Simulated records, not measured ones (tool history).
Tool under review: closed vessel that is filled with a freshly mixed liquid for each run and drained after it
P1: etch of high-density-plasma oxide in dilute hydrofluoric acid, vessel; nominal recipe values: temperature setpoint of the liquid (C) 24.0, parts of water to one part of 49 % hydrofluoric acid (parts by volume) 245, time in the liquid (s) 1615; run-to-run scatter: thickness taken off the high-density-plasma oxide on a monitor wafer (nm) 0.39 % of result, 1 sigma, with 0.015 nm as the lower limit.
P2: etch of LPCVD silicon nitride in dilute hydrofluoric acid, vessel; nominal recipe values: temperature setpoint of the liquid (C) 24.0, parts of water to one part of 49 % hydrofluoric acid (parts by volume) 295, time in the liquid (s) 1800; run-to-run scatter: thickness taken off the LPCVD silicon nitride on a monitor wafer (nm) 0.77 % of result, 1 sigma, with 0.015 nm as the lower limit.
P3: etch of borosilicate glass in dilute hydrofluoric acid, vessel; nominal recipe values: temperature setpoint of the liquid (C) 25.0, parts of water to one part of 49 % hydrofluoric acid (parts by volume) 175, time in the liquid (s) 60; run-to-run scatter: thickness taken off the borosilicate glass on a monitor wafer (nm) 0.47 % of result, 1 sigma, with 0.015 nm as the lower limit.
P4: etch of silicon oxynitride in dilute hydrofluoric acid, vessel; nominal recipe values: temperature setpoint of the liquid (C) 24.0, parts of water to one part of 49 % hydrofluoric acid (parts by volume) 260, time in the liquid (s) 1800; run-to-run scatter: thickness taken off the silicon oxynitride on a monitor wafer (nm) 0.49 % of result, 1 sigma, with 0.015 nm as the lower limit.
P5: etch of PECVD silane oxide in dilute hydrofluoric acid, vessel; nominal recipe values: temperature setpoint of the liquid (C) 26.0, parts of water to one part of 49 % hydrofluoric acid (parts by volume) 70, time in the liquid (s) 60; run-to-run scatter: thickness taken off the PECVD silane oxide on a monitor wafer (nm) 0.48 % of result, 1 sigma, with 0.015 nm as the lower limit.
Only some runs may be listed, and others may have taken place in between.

run	hour	process that ran	temperature setpoint of the liquid (C)	parts of water to one part of 49 % hydrofluoric acid (parts by volume)	time in the liquid (s)	hours since the thermometer was replaced	hours since the hydrofluoric acid flow meter was replaced	thickness taken off the high-density-plasma oxide on a monitor wafer (nm)	thickness taken off the PECVD silane oxide on a monitor wafer (nm)	thickness taken off the LPCVD silicon nitride on a monitor wafer (nm)	thickness taken off the borosilicate glass on a monitor wafer (nm)	thickness taken off the silicon oxynitride on a monitor wafer (nm)
1	14.7	P1	24.0	245	1615	540.1	469.0	30.146				
2	25.5	P5	26.0	70	60	550.9	479.8		14.376			
3	35.8	P2	24.0	295	1800	561.2	490.1			2.8900		
4	53.0	P1	24.0	135	1615	578.4	507.3	61.912				
5	65.3	P2	24.0	495	1800	590.7	519.6			1.7286		
6	76.3	P5	26.0	45	60	601.7	530.6		23.170			
7	84.8	P1	24.0	245	1615	610.2	539.1	30.126				
8	97.7	P2	19.5	295	1800	623.1	552.0			2.1699		
9	115.2	P3	25.0	175	60	640.6	569.5				15.1980	
10	127.6	P1	27.5	245	2590	653.0	581.9	54.734				
11	138.4	P1	17.0	245	855	663.8	592.7	12.294				
12	154.3	P1	24.0	355	1615	679.7	608.6	18.703				
13	162.7	P3	25.0	95	60	688.1	617.0				30.8390	
14	171.9	P4	24.0	260	3395	697.3	626.2					16.5680
15	183.3	P4	18.0	260	1800	708.7	637.6					6.6727
16	196.1	P3	32.5	175	60	721.5	650.4				19.7730	
17	208.9	P3	25.0	175	30	734.3	663.2				7.5969	
18	224.4	P1	17.0	245	1615	749.8	678.7	23.175				
19	235.9	P1	24.0	245	1615	761.3	690.2	29.998				
20	246.1	P2	24.0	295	1800	771.5	700.4			2.8303		
21	261.7	P4	24.0	260	1800	787.1	716.0					8.7541
22	272.6	P1	24.0	245	1615	798.0	726.9	30.010				
23	286.1	P2	24.0	295	2960	811.5	740.4			4.6548		
24	295.4	P5	34.0	70	60	820.8	749.7		19.670			
25	310.1	P1	24.0	245	1615	835.5	764.4	30.059				
26	321.5	P1	24.0	245	865	846.9	775.8	16.030				
27	330.2	P4	24.0	470	1800	855.6	784.5					4.2361
28	344.6	P1	24.0	245	2640	870.0	798.9	49.368				
29	360.5	P1	29.5	245	1615	885.9	814.8	36.328				
30	370.9	P5	26.0	70	115	896.3	825.2		27.599			
31	378.9	P1	24.0	245	1615	904.3	833.2	30.052				
32	395.7	P1	24.0	245	1615	921.1	850.0	31.571				
33	411.4	P1	24.0	245	1615	936.8	865.7	32.201				
34	422.7	P1	24.0	245	1615	948.1	877.0	32.493				
35	433.2	P1	24.0	245	1615	958.6	887.5	32.464				
36	444.3	P1	24.0	245	1615	969.7	898.6	32.512				
37	456.5	P1	24.0	245	1615	981.9	910.8	32.606				

P1 has crept away from where it was. The log is fitted equally well by each of these 2 causes, at the sizes shown:
A: liquid hotter than its thermometer reads (K) = 2.19
B: hydrofluoric acid flow above the setpoint (%) = 6.42
The drift started at roughly hour 378.9.

Of the 4 check runs listed below, each run on one wafer and each result written as a question mark, which would let you distinguish the listed causes because they would give clearly different results?
check 1	468.7	P5	33.5	70	80				?			
check 2	468.7	P3	31.0	175	30						?	
check 3	468.7	P4	24.0	375	1800							?
check 4	468.7	P2	20.5	295	1800					?		

Outcome of each check run for each possible cause:
check	result	if A	if B
check 1	thickness taken off the PECVD silane oxide on a monitor wafer (nm)	27.862	27.528
check 2	thickness taken off the borosilicate glass on a monitor wafer (nm)	10.2000	10.2060
check 3	thickness taken off the silicon oxynitride on a monitor wafer (nm)	6.1323	6.0615
check 4	thickness taken off the LPCVD silicon nitride on a monitor wafer (nm)	2.6469	2.4513
How far apart the two closest causes lie, in the result that separates them most: check 1 1.21 %; check 2 0.06 %; check 3 1.16 %; check 4 7.68 %
Check 4 tells the causes apart: in the others they would give nearly the same result.

Check 4 has now been run. It gave: thickness taken off the LPCVD silicon nitride on a monitor wafer (nm) 2.5962. Which of the candidate causes is it?

The cause is A: liquid hotter than its thermometer reads (K).
